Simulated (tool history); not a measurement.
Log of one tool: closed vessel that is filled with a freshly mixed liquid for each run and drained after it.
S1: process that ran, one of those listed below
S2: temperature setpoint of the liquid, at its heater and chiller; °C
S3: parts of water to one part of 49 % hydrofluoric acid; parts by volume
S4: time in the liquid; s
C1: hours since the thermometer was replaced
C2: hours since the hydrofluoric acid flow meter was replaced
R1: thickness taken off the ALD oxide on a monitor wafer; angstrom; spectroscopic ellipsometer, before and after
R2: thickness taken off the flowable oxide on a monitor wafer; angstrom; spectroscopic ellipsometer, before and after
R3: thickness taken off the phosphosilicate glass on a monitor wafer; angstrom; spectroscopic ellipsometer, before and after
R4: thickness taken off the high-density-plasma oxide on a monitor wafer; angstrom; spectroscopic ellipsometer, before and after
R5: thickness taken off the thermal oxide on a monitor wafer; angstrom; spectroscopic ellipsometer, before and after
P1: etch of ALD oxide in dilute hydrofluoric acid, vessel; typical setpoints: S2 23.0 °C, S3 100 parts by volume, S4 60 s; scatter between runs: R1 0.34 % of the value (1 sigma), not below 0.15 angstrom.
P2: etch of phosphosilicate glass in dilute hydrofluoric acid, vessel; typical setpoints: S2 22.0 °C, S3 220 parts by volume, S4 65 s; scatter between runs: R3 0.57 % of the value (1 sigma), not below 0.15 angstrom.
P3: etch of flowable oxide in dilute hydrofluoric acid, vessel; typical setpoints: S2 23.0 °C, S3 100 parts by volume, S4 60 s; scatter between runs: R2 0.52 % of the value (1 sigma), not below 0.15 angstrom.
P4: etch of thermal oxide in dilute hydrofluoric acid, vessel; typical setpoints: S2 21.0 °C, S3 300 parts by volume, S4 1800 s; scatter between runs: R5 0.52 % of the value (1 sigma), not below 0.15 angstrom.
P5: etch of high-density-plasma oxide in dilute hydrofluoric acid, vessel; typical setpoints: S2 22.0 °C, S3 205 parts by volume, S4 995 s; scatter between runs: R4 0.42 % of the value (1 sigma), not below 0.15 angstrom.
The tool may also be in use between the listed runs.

run 1 hour=4.8 | S1=P1 S2=23.0 S3=100 S4=60 | C1=794.4 C2=131.9 | R1=180.520
run 2 hour=9.5 | S1=P3 S2=23.0 S3=155 S4=60 | C1=799.1 C2=136.6 | R2=176.29
run 3 hour=12.0 | S1=P1 S2=23.0 S3=100 S4=60 | C1=801.6 C2=139.1 | R1=179.730
run 4 hour=16.8 | S1=P1 S2=23.0 S3=140 S4=60 | C1=806.4 C2=143.9 | R1=123.340
run 5 hour=20.1 | S1=P1 S2=23.0 S3=100 S4=110 | C1=809.7 C2=147.2 | R1=332.040
run 6 hour=23.8 | S1=P1 S2=23.0 S3=100 S4=60 | C1=813.4 C2=150.9 | R1=181.240
run 7 hour=26.3 | S1=P2 S2=22.0 S3=220 S4=65 | C1=815.9 C2=153.4 | R3=267.37
run 8 hour=30.3 | S1=P5 S2=28.0 S3=205 S4=995 | C1=819.9 C2=157.4 | R4=447.340
run 9 hour=33.0 | S1=P4 S2=21.0 S3=460 S4=1800 | C1=822.6 C2=160.1 | R5=115.530
run 10 hour=35.5 | S1=P1 S2=23.0 S3=100 S4=60 | C1=825.1 C2=162.6 | R1=180.570
run 11 hour=38.8 | S1=P1 S2=31.5 S3=100 S4=60 | C1=828.4 C2=165.9 | R1=249.750
run 12 hour=43.7 | S1=P5 S2=22.0 S3=205 S4=50 | C1=833.3 C2=170.8 | R4=18.521
run 13 hour=47.6 | S1=P5 S2=22.0 S3=205 S4=995 | C1=837.2 C2=174.7 | R4=362.370
run 14 hour=50.0 | S1=P4 S2=28.5 S3=300 S4=1800 | C1=839.6 C2=177.1 | R5=262.560
run 15 hour=53.0 | S1=P2 S2=22.0 S3=125 S4=65 | C1=842.6 C2=180.1 | R3=522.10
run 16 hour=55.5 | S1=P3 S2=29.5 S3=100 S4=60 | C1=845.1 C2=182.6 | R2=376.40
run 17 hour=59.6 | S1=P5 S2=22.0 S3=65 S4=995 | C1=849.2 C2=186.7 | R4=1336.800
-- hour=60.2 hydrofluoric acid flow meter replaced
run 18 hour=62.6 | S1=P1 S2=23.0 S3=100 S4=60 | C1=852.2 C2=2.4 | R1=181.190
run 19 hour=67.4 | S1=P1 S2=17.0 S3=100 S4=85 | C1=857.0 C2=7.2 | R1=200.360
run 20 hour=71.2 | S1=P1 S2=17.0 S3=100 S4=60 | C1=860.8 C2=11.0 | R1=140.240
run 21 hour=73.6 | S1=P4 S2=21.0 S3=300 S4=1800 | C1=863.2 C2=13.4 | R5=203.170
run 22 hour=77.5 | S1=P4 S2=21.0 S3=300 S4=470 | C1=867.1 C2=17.3 | R5=52.828
run 23 hour=81.3 | S1=P1 S2=23.0 S3=100 S4=30 | C1=870.9 C2=21.1 | R1=89.152
run 24 hour=86.4 | S1=P5 S2=22.0 S3=205 S4=995 | C1=876.0 C2=26.2 | R4=363.670
run 25 hour=91.2 | S1=P2 S2=22.0 S3=220 S4=30 | C1=880.8 C2=31.0 | R3=123.75
run 26 hour=96.1 | S1=P3 S2=23.0 S3=100 S4=115 | C1=885.7 C2=35.9 | R2=555.25
run 27 hour=100.4 | S1=P2 S2=17.0 S3=220 S4=65 | C1=890.0 C2=40.2 | R3=222.79
run 28 hour=105.4 | S1=P4 S2=21.0 S3=300 S4=1800 | C1=895.0 C2=45.2 | R5=201.150
run 29 hour=108.9 | S1=P1 S2=23.0 S3=40 S4=60 | C1=898.5 C2=48.7 | R1=484.070
run 30 hour=113.0 | S1=P3 S2=23.0 S3=100 S4=60 | C1=902.6 C2=52.8 | R2=289.28
run 31 hour=116.9 | S1=P1 S2=23.0 S3=100 S4=60 | C1=906.5 C2=56.7 | R1=179.990
run 32 hour=122.0 | S1=P1 S2=23.0 S3=100 S4=60 | C1=911.6 C2=61.8 | R1=171.260
run 33 hour=126.4 | S1=P1 S2=23.0 S3=100 S4=60 | C1=916.0 C2=66.2 | R1=167.980
run 34 hour=131.3 | S1=P1 S2=23.0 S3=100 S4=60 | C1=920.9 C2=71.1 | R1=166.150
run 35 hour=134.3 | S1=P1 S2=23.0 S3=100 S4=60 | C1=923.9 C2=74.1 | R1=165.490
run 36 hour=137.5 | S1=P1 S2=23.0 S3=100 S4=60 | C1=927.1 C2=77.3 | R1=165.280
run 37 hour=140.0 | S1=P1 S2=23.0 S3=100 S4=60 | C1=929.6 C2=79.8 | R1=164.780

Estimate the outcome of run 38 from the log above:
run 38 hour=145.0 | S1=P1 S2=23.0 S3=100 S4=60 | C1=934.6 C2=84.8 | R1=?

{"run 38": {"R1": 163.15}}
